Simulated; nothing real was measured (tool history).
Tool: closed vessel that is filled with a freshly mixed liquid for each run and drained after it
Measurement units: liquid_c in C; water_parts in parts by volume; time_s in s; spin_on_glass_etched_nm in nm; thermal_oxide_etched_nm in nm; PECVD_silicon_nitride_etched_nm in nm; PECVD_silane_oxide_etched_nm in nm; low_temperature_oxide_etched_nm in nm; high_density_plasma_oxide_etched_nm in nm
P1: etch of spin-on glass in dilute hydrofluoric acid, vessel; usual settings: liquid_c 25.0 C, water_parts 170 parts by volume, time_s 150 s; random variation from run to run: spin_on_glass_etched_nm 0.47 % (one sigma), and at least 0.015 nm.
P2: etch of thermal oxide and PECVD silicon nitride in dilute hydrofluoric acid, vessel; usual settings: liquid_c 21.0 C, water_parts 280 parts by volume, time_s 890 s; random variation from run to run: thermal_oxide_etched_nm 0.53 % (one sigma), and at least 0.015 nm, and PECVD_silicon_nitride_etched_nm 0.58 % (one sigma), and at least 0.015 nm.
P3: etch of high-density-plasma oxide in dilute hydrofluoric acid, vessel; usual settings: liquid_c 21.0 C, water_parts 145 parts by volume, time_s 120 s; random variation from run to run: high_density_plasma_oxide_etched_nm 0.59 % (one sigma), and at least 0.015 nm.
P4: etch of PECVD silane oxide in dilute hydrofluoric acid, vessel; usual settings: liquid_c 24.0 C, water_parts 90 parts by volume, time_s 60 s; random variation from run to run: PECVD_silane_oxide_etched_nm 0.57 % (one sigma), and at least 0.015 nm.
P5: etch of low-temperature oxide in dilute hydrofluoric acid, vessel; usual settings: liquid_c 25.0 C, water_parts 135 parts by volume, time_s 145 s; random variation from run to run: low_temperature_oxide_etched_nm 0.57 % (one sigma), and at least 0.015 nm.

| run | hour | process | liquid_c | water_parts | time_s | hours since the thermometer was replaced | hours since the hydrofluoric acid flow meter was replaced | spin_on_glass_etched_nm | thermal_oxide_etched_nm | PECVD_silicon_nitride_etched_nm | PECVD_silane_oxide_etched_nm | low_temperature_oxide_etched_nm | high_density_plasma_oxide_etched_nm |
|---|---|---|---|---|---|---|---|---|---|---|---|---|---|
| 1 | 6.4 | P1 | 25.0 | 170 | 150 | 214.7 | 655.2 | 21.483 |  |  |  |  |  |
| 2 | 18.2 | P1 | 25.0 | 235 | 150 | 226.5 | 667.0 | 14.546 |  |  |  |  |  |
| 3 | 26.2 | P2 | 17.0 | 280 | 890 | 234.5 | 675.0 |  | 8.8606 | 8.8547 |  |  |  |
| 4 | 36.2 | P4 | 24.0 | 90 | 60 | 244.5 | 685.0 |  |  |  | 14.6790 |  |  |
| 5 | 47.4 | P5 | 25.0 | 135 | 145 | 255.7 | 696.2 |  |  |  |  | 27.597 |  |
| 6 | 59.2 | P4 | 30.0 | 90 | 60 | 267.5 | 708.0 |  |  |  | 18.7040 |  |  |
| 7 | 69.8 | P3 | 26.5 | 145 | 120 | 278.1 | 718.6 |  |  |  |  |  | 6.9725 |
| 8 | 81.6 | P5 | 18.5 | 135 | 145 | 289.9 | 730.4 |  |  |  |  | 21.159 |  |
| 9 | 93.5 | P1 | 25.0 | 170 | 150 | 301.8 | 742.3 | 21.339 |  |  |  |  |  |
| 10 | 99.8 | P1 | 25.0 | 170 | 255 | 308.1 | 748.6 | 36.497 |  |  |  |  |  |
| 11 | 107.4 | P2 | 21.0 | 280 | 890 | 315.7 | 756.2 |  | 10.3310 | 11.4990 |  |  |  |
| 12 | 117.1 | P1 | 25.0 | 95 | 150 | 325.4 | 765.9 | 42.067 |  |  |  |  |  |
| 13 | 127.9 | P5 | 25.0 | 240 | 145 | 336.2 | 776.7 |  |  |  |  | 13.641 |  |
| 14 | 139.4 | P4 | 24.0 | 90 | 30 | 347.7 | 788.2 |  |  |  | 7.3719 |  |  |
| 15 | 149.7 | P3 | 21.0 | 145 | 30 | 358.0 | 798.5 |  |  |  |  |  | 1.3935 |
| 16 | 157.5 | P1 | 33.0 | 170 | 150 | 365.8 | 806.3 | 28.417 |  |  |  |  |  |
| 17 | 163.0 | P3 | 21.0 | 260 | 120 | 371.3 | 811.8 |  |  |  |  |  | 2.8169 |
| 18 | 172.0 | P4 | 24.0 | 90 | 60 | 380.3 | 820.8 |  |  |  | 14.8070 |  |  |
| 19 | 178.9 | P2 | 21.0 | 280 | 505 | 387.2 | 827.7 |  | 5.9014 | 6.5091 |  |  |  |
| 20 | 186.6 | P4 | 24.0 | 165 | 60 | 394.9 | 835.4 |  |  |  | 7.3729 |  |  |
| 21 | 197.6 | P2 | 21.0 | 510 | 890 | 405.9 | 846.4 |  | 4.6452 | 6.5127 |  |  |  |
| 22 | 203.6 | P3 | 21.0 | 145 | 120 | 411.9 | 852.4 |  |  |  |  |  | 5.6622 |
| 23 | 215.4 | P5 | 25.0 | 135 | 240 | 423.7 | 864.2 |  |  |  |  | 45.511 |  |

What will run 24 give?
| 24 | 223.6 | P1 | 25.0 | 170 | 150 | 431.9 | 872.4 | ? |  |  |  |  |  |

{"run 24": {"spin_on_glass_etched_nm": 21.481}}
